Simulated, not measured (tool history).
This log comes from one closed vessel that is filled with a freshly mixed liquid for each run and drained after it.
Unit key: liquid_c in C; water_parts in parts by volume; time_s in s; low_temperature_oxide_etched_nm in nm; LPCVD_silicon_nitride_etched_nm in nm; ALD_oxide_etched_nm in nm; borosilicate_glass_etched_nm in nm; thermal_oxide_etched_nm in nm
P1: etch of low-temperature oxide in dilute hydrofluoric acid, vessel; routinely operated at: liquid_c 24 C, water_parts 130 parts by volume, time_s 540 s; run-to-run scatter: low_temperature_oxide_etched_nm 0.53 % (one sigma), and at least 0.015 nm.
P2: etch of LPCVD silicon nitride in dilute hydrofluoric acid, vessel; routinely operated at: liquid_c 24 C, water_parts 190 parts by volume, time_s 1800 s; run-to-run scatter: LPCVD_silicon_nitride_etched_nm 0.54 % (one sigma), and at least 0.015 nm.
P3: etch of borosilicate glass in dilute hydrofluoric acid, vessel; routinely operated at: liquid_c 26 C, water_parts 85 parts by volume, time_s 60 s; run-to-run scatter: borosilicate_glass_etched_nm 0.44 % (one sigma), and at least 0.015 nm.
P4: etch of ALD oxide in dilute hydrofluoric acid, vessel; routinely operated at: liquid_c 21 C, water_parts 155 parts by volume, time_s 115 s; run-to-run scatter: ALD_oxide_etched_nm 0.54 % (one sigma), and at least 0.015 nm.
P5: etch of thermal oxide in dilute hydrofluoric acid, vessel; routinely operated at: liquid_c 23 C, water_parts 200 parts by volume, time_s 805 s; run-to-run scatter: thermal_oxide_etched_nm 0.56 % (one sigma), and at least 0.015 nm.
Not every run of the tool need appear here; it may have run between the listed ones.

run	day	process	liquid_c	water_parts	time_s	hours since the thermometer was replaced	hours since the hydrofluoric acid flow meter was replaced	low_temperature_oxide_etched_nm	LPCVD_silicon_nitride_etched_nm	ALD_oxide_etched_nm	borosilicate_glass_etched_nm	thermal_oxide_etched_nm
1	0.25	P1	24	130	540	651	713.1	47.668				
2	0.604	P2	24	190	1800	659.5	721.6		4.4962			
3	0.954	P4	21	155	115	667.9	730			19.095		
4	1.133	P2	24	190	1800	672.2	734.3		4.5723			
5	1.292	P3	26	85	60	676	738.1				27.69	
6	1.525	P2	24	190	2645	681.6	743.7		6.6658			
7	1.696	P1	24	130	305	685.7	747.8	26.932				
8	1.938	P1	24	130	540	691.5	753.6	47.784				
9	2.271	P1	30	130	540	699.5	761.6	59.69				
10	2.55	P1	24	40	540	706.2	768.3	172.48				
11	2.867	P1	24	130	540	713.8	775.9	47.876				
12	3.183	P2	24	275	1800	721.4	783.5		3.1664			
13	3.458	P1	29.5	130	60	728	790.1	6.5202				
14	3.688	P5	27	200	805	733.5	795.6					19.25
15	4.029	P2	18.5	190	1800	741.7	803.8		3.1953			
16	4.333	P1	24	130	1020	749	811.1	90.013				
17	4.517	P4	21	155	210	753.4	815.5			34.887		
18	4.817	P1	17	130	540	760.6	822.7	36.1				
19	4.983	P3	26	85	60	764.6	826.7				27.635	
20	5.212	P4	21	225	115	770.1	832.2			12.267		
21	5.538	P3	26	85	30	777.9	840				13.808	

Run 22, settings as shown, results not yet in. Your forecast:
22	5.825	P5	23	200	805	784.8	846.9					?

Run 22 measured thermal_oxide_etched_nm 16.724 nm.

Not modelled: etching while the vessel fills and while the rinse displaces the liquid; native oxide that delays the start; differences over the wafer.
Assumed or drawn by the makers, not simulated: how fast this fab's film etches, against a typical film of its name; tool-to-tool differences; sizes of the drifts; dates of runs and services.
